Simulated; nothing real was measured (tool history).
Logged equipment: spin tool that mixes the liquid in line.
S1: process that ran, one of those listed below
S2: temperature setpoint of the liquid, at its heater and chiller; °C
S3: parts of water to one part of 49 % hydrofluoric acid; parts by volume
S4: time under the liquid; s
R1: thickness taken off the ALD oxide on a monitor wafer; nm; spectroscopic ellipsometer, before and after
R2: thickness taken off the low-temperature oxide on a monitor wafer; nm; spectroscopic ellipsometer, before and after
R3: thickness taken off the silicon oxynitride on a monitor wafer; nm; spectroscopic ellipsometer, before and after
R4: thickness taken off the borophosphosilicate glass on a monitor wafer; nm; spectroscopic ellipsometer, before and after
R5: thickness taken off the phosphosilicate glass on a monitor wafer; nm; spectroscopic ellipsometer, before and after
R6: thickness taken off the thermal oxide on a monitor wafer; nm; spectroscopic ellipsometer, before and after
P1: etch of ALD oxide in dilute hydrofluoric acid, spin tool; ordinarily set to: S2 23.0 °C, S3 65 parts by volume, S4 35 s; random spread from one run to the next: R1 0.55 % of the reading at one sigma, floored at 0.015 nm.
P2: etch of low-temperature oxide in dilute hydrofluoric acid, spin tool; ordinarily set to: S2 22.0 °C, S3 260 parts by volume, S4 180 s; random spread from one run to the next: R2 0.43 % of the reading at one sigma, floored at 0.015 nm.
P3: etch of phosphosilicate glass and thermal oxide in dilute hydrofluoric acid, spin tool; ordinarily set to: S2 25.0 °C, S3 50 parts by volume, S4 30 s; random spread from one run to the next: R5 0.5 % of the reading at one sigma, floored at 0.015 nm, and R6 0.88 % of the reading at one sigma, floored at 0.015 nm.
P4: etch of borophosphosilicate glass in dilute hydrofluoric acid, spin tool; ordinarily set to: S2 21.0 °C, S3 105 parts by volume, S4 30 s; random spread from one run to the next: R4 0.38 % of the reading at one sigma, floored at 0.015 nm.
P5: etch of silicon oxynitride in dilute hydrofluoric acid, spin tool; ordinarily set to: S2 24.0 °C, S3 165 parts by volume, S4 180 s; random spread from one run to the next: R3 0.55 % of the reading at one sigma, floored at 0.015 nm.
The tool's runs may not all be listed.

Run 1, hour 3.6: S1 P1, S2 23.0 °C, S3 65 parts by volume, S4 35 s. Result: R1 5.3084 nm.
Run 2, hour 9.2: S1 P1, S2 23.0 °C, S3 65 parts by volume, S4 50 s. Result: R1 7.6576 nm.
Run 3, hour 16.0: S1 P1, S2 23.0 °C, S3 65 parts by volume, S4 35 s. Result: R1 5.3857 nm.
Run 4, hour 22.0: S1 P2, S2 22.0 °C, S3 260 parts by volume, S4 340 s. Result: R2 15.4060 nm.
Run 5, hour 29.7: S1 P2, S2 22.0 °C, S3 260 parts by volume, S4 180 s. Result: R2 8.1664 nm.
Run 6, hour 35.3: S1 P1, S2 17.0 °C, S3 65 parts by volume, S4 35 s. Result: R1 4.1336 nm.
Run 7, hour 39.7: S1 P1, S2 23.0 °C, S3 65 parts by volume, S4 15 s. Result: R1 2.3260 nm.
Run 8, hour 43.9: S1 P2, S2 28.0 °C, S3 260 parts by volume, S4 180 s. Result: R2 10.0560 nm.
Run 9, hour 51.9: S1 P1, S2 28.0 °C, S3 65 parts by volume, S4 35 s. Result: R1 6.5046 nm.
Run 10, hour 59.1: S1 P1, S2 23.0 °C, S3 65 parts by volume, S4 35 s. Result: R1 5.3198 nm.
Run 11, hour 62.8: S1 P1, S2 23.0 °C, S3 20 parts by volume, S4 35 s. Result: R1 18.4540 nm.
Run 12, hour 67.2: S1 P5, S2 24.0 °C, S3 100 parts by volume, S4 180 s. Result: R3 8.3579 nm.
Run 13, hour 71.6: S1 P5, S2 32.0 °C, S3 165 parts by volume, S4 180 s. Result: R3 6.7021 nm.
Run 14, hour 76.6: S1 P4, S2 21.0 °C, S3 105 parts by volume, S4 30 s. Result: R4 13.2480 nm.
Run 15, hour 82.9: S1 P4, S2 21.0 °C, S3 105 parts by volume, S4 15 s. Result: R4 6.6264 nm.
Run 16, hour 89.6: S1 P4, S2 29.0 °C, S3 105 parts by volume, S4 30 s. Result: R4 18.1650 nm.
Run 17, hour 93.4: S1 P3, S2 25.0 °C, S3 50 parts by volume, S4 30 s. Result: R5 55.268 nm, R6 2.9407 nm.
Run 18, hour 97.5: S1 P4, S2 21.0 °C, S3 190 parts by volume, S4 30 s. Result: R4 6.6314 nm.
Run 19, hour 104.0: S1 P1, S2 23.0 °C, S3 95 parts by volume, S4 35 s. Result: R1 3.5206 nm.
Run 20, hour 110.0: S1 P3, S2 32.0 °C, S3 50 parts by volume, S4 30 s. Result: R5 72.861 nm, R6 4.0182 nm.
Run 21, hour 115.8: S1 P5, S2 24.0 °C, S3 165 parts by volume, S4 180 s. Result: R3 4.7459 nm.
Run 22, hour 123.2: S1 P2, S2 22.0 °C, S3 420 parts by volume, S4 180 s. Result: R2 4.3622 nm.
Run 23, hour 128.2: S1 P3, S2 25.0 °C, S3 50 parts by volume, S4 45 s. Result: R5 83.224 nm, R6 4.4672 nm.
Run 24, hour 132.1: S1 P1, S2 17.0 °C, S3 65 parts by volume, S4 15 s. Result: R1 1.7844 nm.
Run 25, hour 138.1: S1 P1, S2 17.5 °C, S3 65 parts by volume, S4 15 s. Result: R1 1.8191 nm.
Run 26, hour 141.8: S1 P3, S2 25.0 °C, S3 20 parts by volume, S4 30 s. Result: R5 145.250 nm, R6 7.8071 nm.
Run 27, hour 149.3: S1 P5, S2 24.0 °C, S3 165 parts by volume, S4 85 s. Result: R3 2.2522 nm.
Run 28, hour 154.3: S1 P1, S2 23.0 °C, S3 65 parts by volume, S4 35 s. Result: R1 5.3231 nm.
Run 29, hour 160.2: S1 P1, S2 23.0 °C, S3 65 parts by volume, S4 35 s. Result: R1 5.3691 nm.
Run 30, hour 165.2: S1 P1, S2 23.0 °C, S3 65 parts by volume, S4 35 s. Result: R1 5.5286 nm.
Run 31, hour 171.0: S1 P1, S2 23.0 °C, S3 65 parts by volume, S4 35 s. Result: R1 5.6269 nm.
Run 32, hour 175.8: S1 P1, S2 23.0 °C, S3 65 parts by volume, S4 35 s. Result: R1 5.6628 nm.
Run 33, hour 183.4: S1 P1, S2 23.0 °C, S3 65 parts by volume, S4 35 s. Result: R1 5.7934 nm.
Run 34, hour 190.9: S1 P1, S2 23.0 °C, S3 65 parts by volume, S4 35 s. Result: R1 5.7922 nm.
Run 35, hour 194.5: S1 P1, S2 23.0 °C, S3 65 parts by volume, S4 35 s. Result: R1 5.8048 nm.
Run 36, hour 200.6: S1 P1, S2 23.0 °C, S3 65 parts by volume, S4 35 s. Result: R1 5.8200 nm.
Run 37, hour 204.4: S1 P1, S2 23.0 °C, S3 65 parts by volume, S4 35 s. Result: R1 5.8184 nm.

P1 has crept away from where it was. The log is fitted equally well by each of these 2 causes, at the sizes shown:
A: liquid hotter than its thermometer reads (K) = 2.17
B: hydrofluoric acid flow above the setpoint (%) = 8.51
The process output started creeping at around hour 160.2.

The check runs listed below each take one wafer, and their results are still question marks. Under which run would the listed causes lead to clearly different results?
Run check 1, hour 208.2: S1 P3, S2 25.0 °C, S3 30 parts by volume, S4 30 s. Result: R5 ?, R6 ?.
Run check 2, hour 208.2: S1 P5, S2 32.0 °C, S3 115 parts by volume, S4 180 s. Result: R3 ?.
Run check 3, hour 208.2: S1 P4, S2 21.0 °C, S3 175 parts by volume, S4 15 s. Result: R4 ?.
Run check 4, hour 208.2: S1 P2, S2 26.0 °C, S3 415 parts by volume, S4 180 s. Result: R2 ?.

Outcome of each check run for each possible cause:
  check  result     if A     if B
check 1      R5  103.830  103.360
check 1      R6   5.5974   5.5718
check 2      R3  11.2250  11.2000
check 3      R4   4.0051   4.0563
check 4      R2   5.4105   5.6551
Per check, the gap between the least separated pair of causes, taken in the result that splits them most: check 1 0.46 %; check 2 0.22 %; check 3 1.27 %; check 4 4.42 %
Check 4 tells the causes apart: in the others they would give nearly the same result.

Running check 4 produced the following: R2 5.4801 nm. Which one of the listed causes fits?

It was cause A: liquid hotter than its thermometer reads (K).
